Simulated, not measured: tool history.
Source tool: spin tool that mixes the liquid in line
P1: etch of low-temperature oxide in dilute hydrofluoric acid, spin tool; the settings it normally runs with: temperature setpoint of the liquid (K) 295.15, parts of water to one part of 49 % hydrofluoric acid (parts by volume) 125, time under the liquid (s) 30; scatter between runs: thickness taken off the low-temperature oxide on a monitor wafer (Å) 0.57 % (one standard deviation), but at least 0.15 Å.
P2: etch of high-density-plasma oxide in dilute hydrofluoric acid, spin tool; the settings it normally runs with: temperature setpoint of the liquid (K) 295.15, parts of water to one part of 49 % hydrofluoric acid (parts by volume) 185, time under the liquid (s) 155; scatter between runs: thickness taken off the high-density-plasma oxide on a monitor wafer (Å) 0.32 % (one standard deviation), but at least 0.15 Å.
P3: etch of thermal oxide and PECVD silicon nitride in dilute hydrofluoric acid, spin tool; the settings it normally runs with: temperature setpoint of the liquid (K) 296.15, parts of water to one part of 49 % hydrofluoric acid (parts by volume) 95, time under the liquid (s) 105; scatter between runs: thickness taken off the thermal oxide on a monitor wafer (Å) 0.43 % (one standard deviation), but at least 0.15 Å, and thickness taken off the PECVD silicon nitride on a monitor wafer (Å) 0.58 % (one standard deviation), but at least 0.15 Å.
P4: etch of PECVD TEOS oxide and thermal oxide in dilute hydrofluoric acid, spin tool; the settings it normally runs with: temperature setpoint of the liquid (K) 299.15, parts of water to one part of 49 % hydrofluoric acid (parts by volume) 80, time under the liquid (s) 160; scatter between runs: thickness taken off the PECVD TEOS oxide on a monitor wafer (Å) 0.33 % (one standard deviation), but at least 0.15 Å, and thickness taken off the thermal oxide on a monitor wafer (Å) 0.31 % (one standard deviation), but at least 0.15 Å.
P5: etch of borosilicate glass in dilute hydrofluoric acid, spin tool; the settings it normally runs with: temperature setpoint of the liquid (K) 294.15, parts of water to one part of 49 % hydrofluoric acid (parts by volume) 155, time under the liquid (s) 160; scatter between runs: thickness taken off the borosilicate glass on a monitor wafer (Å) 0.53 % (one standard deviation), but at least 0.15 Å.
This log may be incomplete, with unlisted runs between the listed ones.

run	hour	process that ran	temperature setpoint of the liquid (K)	parts of water to one part of 49 % hydrofluoric acid (parts by volume)	time under the liquid (s)	hours since the thermometer was replaced	hours since the hydrofluoric acid flow meter was replaced	thickness taken off the low-temperature oxide on a monitor wafer (Å)	thickness taken off the PECVD TEOS oxide on a monitor wafer (Å)	thickness taken off the thermal oxide on a monitor wafer (Å)	thickness taken off the PECVD silicon nitride on a monitor wafer (Å)	thickness taken off the borosilicate glass on a monitor wafer (Å)	thickness taken off the high-density-plasma oxide on a monitor wafer (Å)
1	4.5	P1	295.15	125	30	513.9	224.4	59.897					
2	7.6	P1	295.15	125	30	517	227.5	60.583					
3	12.1	P1	301.65	125	30	521.5	232	77.25					
4	16.7	P4	293.15	80	160	526.1	236.6		315.66	84.285			
5	21.8	P3	296.15	95	105	531.2	241.7			49.774	34.829		
6	24.3	P1	295.15	75	30	533.7	244.2	106.3					
7	28.5	P5	294.15	155	160	537.9	248.4					271.42	
8	32.6	P4	299.15	125	160	542	252.5		242.9	65.519			
9	36.3	P3	296.15	95	105	545.7	256.2			50.302	34.863		
10	39.3	P1	301.65	125	15	548.7	259.2	38.99					
11	43.8	P1	295.15	125	30	553.2	263.7	60.284					
12	47.1	P3	296.15	30	105	556.5	267			171.83	107.41		
13	50.6	P1	301.15	185	30	560	270.5	47.174					
14	55	P3	296.15	95	15	564.4	274.9			7.2756	5.1087		
15	59	P1	295.15	125	30	568.4	278.9	59.601					
16	61.8	P1	295.15	125	30	571.2	281.7	59.648					
17	66.9	P1	295.15	125	30	576.3	286.8	60.209					
18	69.3	P3	290.15	95	105	578.7	289.2			39.208	23.102		
19	72.7	P5	294.15	155	80	582.1	292.6					136.92	
20	76.1	P4	299.15	80	160	585.5	296		403.25	107.46			
21	80.7	P4	299.15	80	285	590.1	300.6		715.32	191.42			
22	83.3	P1	295.15	125	30	592.7	303.2	60.42					
23	87.6	P5	290.15	155	160	597	307.5					234.27	
24	91.7	P1	295.15	180	30	601.1	311.6	39.038					
25	94.9	P1	290.15	125	30	604.3	314.8	48.702					
26	98.4	P1	290.15	85	30	607.8	318.3	75.773					
27	101.7	P1	295.15	125	15	611.1	321.6	29.853					
28	104.9	P2	290.15	185	155	614.3	324.8						67.177
29	109.4	P1	295.15	125	65	618.8	329.3	130.35					

Run 30 is up next; what results do you expect?
30	112	P5	294.15	55	160	621.4	331.9					?	

thickness taken off the borosilicate glass on a monitor wafer (Å): 872.74
